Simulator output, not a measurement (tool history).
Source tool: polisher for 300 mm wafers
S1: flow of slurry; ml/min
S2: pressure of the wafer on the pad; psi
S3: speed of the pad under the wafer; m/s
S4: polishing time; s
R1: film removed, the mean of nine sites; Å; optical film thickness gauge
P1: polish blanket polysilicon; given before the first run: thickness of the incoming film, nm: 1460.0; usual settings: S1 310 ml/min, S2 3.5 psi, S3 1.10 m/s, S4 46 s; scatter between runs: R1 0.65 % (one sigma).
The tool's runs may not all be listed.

run 1 hour=7.7 | S1=310 S2=3.5 S3=1.10 S4=46 | R1=4550.3
run 2 hour=17.7 | S1=310 S2=3.5 S3=1.10 S4=46 | R1=4524.5
run 3 hour=27.7 | S1=310 S2=3.5 S3=1.74 S4=46 | R1=7121.1
run 4 hour=42.4 | S1=310 S2=3.5 S3=1.10 S4=68 | R1=6685.4
run 5 hour=52.2 | S1=310 S2=2.1 S3=1.10 S4=46 | R1=2726.0
run 6 hour=60.4 | S1=310 S2=3.5 S3=1.10 S4=46 | R1=4513.8
run 7 hour=70.6 | S1=310 S2=3.5 S3=0.50 S4=46 | R1=2064.8
run 8 hour=80.0 | S1=435 S2=3.5 S3=0.58 S4=46 | R1=2427.0
run 9 hour=88.3 | S1=415 S2=3.5 S3=1.10 S4=46 | R1=4653.2
run 10 hour=105.3 | S1=310 S2=3.5 S3=1.10 S4=46 | R1=4535.1
run 11 hour=121.0 | S1=185 S2=3.5 S3=1.10 S4=46 | R1=4289.8
run 12 hour=135.5 | S1=310 S2=3.5 S3=1.10 S4=22 | R1=2153.1
run 13 hour=147.2 | S1=310 S2=3.5 S3=1.10 S4=46 | R1=4531.0
run 14 hour=158.5 | S1=185 S2=4.5 S3=1.10 S4=46 | R1=5490.7
run 15 hour=169.5 | S1=310 S2=4.5 S3=1.10 S4=46 | R1=5853.8
run 16 hour=183.7 | S1=310 S2=3.5 S3=1.10 S4=46 | R1=4491.1
run 17 hour=198.8 | S1=310 S2=3.5 S3=1.10 S4=46 | R1=4459.0
run 18 hour=214.7 | S1=310 S2=3.5 S3=1.10 S4=46 | R1=4402.8
run 19 hour=222.3 | S1=310 S2=3.5 S3=1.10 S4=46 | R1=4411.5
run 20 hour=236.7 | S1=310 S2=3.5 S3=1.10 S4=46 | R1=4357.1
-- hour=238.6 worn pad replaced by a new one
run 21 hour=248.1 | S1=310 S2=3.5 S3=1.10 S4=46 | R1=4313.9
run 22 hour=256.9 | S1=310 S2=3.5 S3=1.10 S4=46 | R1=4313.4
run 23 hour=268.3 | S1=310 S2=3.5 S3=1.10 S4=46 | R1=4256.9
run 24 hour=285.4 | S1=310 S2=3.5 S3=1.10 S4=46 | R1=4318.5
run 25 hour=301.3 | S1=310 S2=3.5 S3=1.10 S4=46 | R1=4306.9
run 26 hour=316.0 | S1=310 S2=3.5 S3=1.10 S4=46 | R1=4277.6

The output of P1 has drifted from where it used to be. Each of the 2 causes below, taken at the size shown beside it, accounts for the log equally well:
A: head's pressure below its setpoint, % = 4.93
B: slurry flow missing at the pad, % = 36.9
Creep in the process output first set in at about hour 183.7.
Each remaining cause and why it is not a fit:
removal rate lost through wear of the pad, %: serviced at hour 238.6, after the drift had started, without restoring the earlier output

4 check runs are offered, each on 3 wafers whose results are averaged, their results left as question marks. Which one tells the causes apart?
run check 1 hour=330.7 | S1=310 S2=2.1 S3=1.10 S4=30 | R1=?
run check 2 hour=330.7 | S1=310 S2=3.5 S3=1.60 S4=25 | R1=?
run check 3 hour=330.7 | S1=190 S2=2.8 S3=1.10 S4=46 | R1=?
run check 4 hour=330.7 | S1=310 S2=2.6 S3=0.70 S4=46 | R1=?

If the cause were each of the candidates in turn, the checks would give the following:
check=check_1 result=R1 if_A=1682.0 if_B=1682.2
check=check_2 result=R1 if_A=3398.0 if_B=3398.4
check=check_3 result=R1 if_A=3256.6 if_B=3162.8
check=check_4 result=R1 if_A=2032.0 if_B=2032.3
Minimum pairwise separation of causes per check, each pair taken at its best-separating result: check 1 0.01 %; check 2 0.01 %; check 3 2.92 %; check 4 0.01 %
Check 3 tells the causes apart: in the others they would give nearly the same result.

Then check 3 was run and gave: R1 3251.7 Å. Which cause is it?

The cause is A: head's pressure below its setpoint, %.
